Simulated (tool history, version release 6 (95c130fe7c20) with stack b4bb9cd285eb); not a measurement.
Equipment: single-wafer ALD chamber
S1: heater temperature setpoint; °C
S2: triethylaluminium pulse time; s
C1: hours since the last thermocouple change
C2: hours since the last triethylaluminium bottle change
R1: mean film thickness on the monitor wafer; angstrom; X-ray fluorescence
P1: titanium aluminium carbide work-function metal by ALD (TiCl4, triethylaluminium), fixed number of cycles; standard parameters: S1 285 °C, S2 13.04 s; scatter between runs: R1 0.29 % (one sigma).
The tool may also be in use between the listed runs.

run 1 hour=17.5 | S1=285 S2=13.04 | C1=621.7 C2=878.4 | R1=19.317
run 2 hour=28.6 | S1=285 S2=13.04 | C1=632.8 C2=889.5 | R1=19.254
run 3 hour=42.0 | S1=285 S2=13.04 | C1=646.2 C2=902.9 | R1=19.311
run 4 hour=50.1 | S1=285 S2=18.06 | C1=654.3 C2=911.0 | R1=19.503
run 5 hour=59.7 | S1=285 S2=6.37 | C1=663.9 C2=920.6 | R1=17.298
run 6 hour=71.4 | S1=310 S2=13.04 | C1=675.6 C2=932.3 | R1=21.573
run 7 hour=84.1 | S1=285 S2=13.04 | C1=688.3 C2=945.0 | R1=19.253
run 8 hour=101.1 | S1=262 S2=9.46 | C1=705.3 C2=962.0 | R1=16.917
run 9 hour=112.8 | S1=260 S2=13.04 | C1=717.0 C2=973.7 | R1=17.121
-- hour=123.6 thermocouple changed; heater temperature recalibrated
run 10 hour=129.9 | S1=285 S2=13.04 | C1=6.3 C2=990.8 | R1=19.233
run 11 hour=139.0 | S1=285 S2=13.04 | C1=15.4 C2=999.9 | R1=19.237
run 12 hour=154.0 | S1=270 S2=16.64 | C1=30.4 C2=1014.9 | R1=17.971
run 13 hour=171.4 | S1=285 S2=13.04 | C1=47.8 C2=1032.3 | R1=19.293
run 14 hour=185.2 | S1=285 S2=13.04 | C1=61.6 C2=1046.1 | R1=19.176
run 15 hour=202.3 | S1=285 S2=13.04 | C1=78.7 C2=1063.2 | R1=19.031
run 16 hour=212.4 | S1=285 S2=13.04 | C1=88.8 C2=1073.3 | R1=18.978
run 17 hour=223.9 | S1=285 S2=13.04 | C1=100.3 C2=1084.8 | R1=18.872
run 18 hour=234.7 | S1=285 S2=13.04 | C1=111.1 C2=1095.6 | R1=18.844
run 19 hour=249.0 | S1=285 S2=13.04 | C1=125.4 C2=1109.9 | R1=18.939
run 20 hour=259.9 | S1=285 S2=13.04 | C1=136.3 C2=1120.8 | R1=18.961
run 21 hour=270.5 | S1=285 S2=13.04 | C1=146.9 C2=1131.4 | R1=18.840
run 22 hour=280.3 | S1=285 S2=13.04 | C1=156.7 C2=1141.2 | R1=18.786
run 23 hour=294.0 | S1=285 S2=13.04 | C1=170.4 C2=1154.9 | R1=18.905
run 24 hour=303.4 | S1=285 S2=13.04 | C1=179.8 C2=1164.3 | R1=18.858

Compared with where it was, what P1 gives has crept away. Each cause listed below fits the log as well as the rest, at the size given for it:
A: triethylaluminium dose below that of a fresh bottle (%) = 24.6
B: wafer temperature below the value expected at the setpoint (K) = 5
The gradual shift began around hour 171.4.

Which of the 4 check runs listed below separates the causes, so that each cause would produce a clearly different result? Each run uses one wafer, and its results are marked with question marks.
run check 1 hour=312.8 | S1=294 S2=13.04 | R1=?
run check 2 hour=312.8 | S1=267 S2=13.04 | R1=?
run check 3 hour=312.8 | S1=264 S2=13.04 | R1=?
run check 4 hour=312.8 | S1=302 S2=8.15 | R1=?

Check results expected under each cause:
check=check_1 result=R1 if_A=19.618 if_B=19.632
check=check_2 result=R1 if_A=17.299 if_B=17.271
check=check_3 result=R1 if_A=17.046 if_B=17.013
check=check_4 result=R1 if_A=18.499 if_B=19.335
Per-check spread between the two closest causes, in the result where they differ most: check 1 0.07 %; check 2 0.16 %; check 3 0.19 %; check 4 4.42 %
Only check 4 tells the causes apart: in the others they would give nearly the same result.

The results of check 4 are: R1 19.339 angstrom. Based on these, which of the listed causes is it?

The correct cause is B, namely: wafer temperature below the value expected at the setpoint (K).
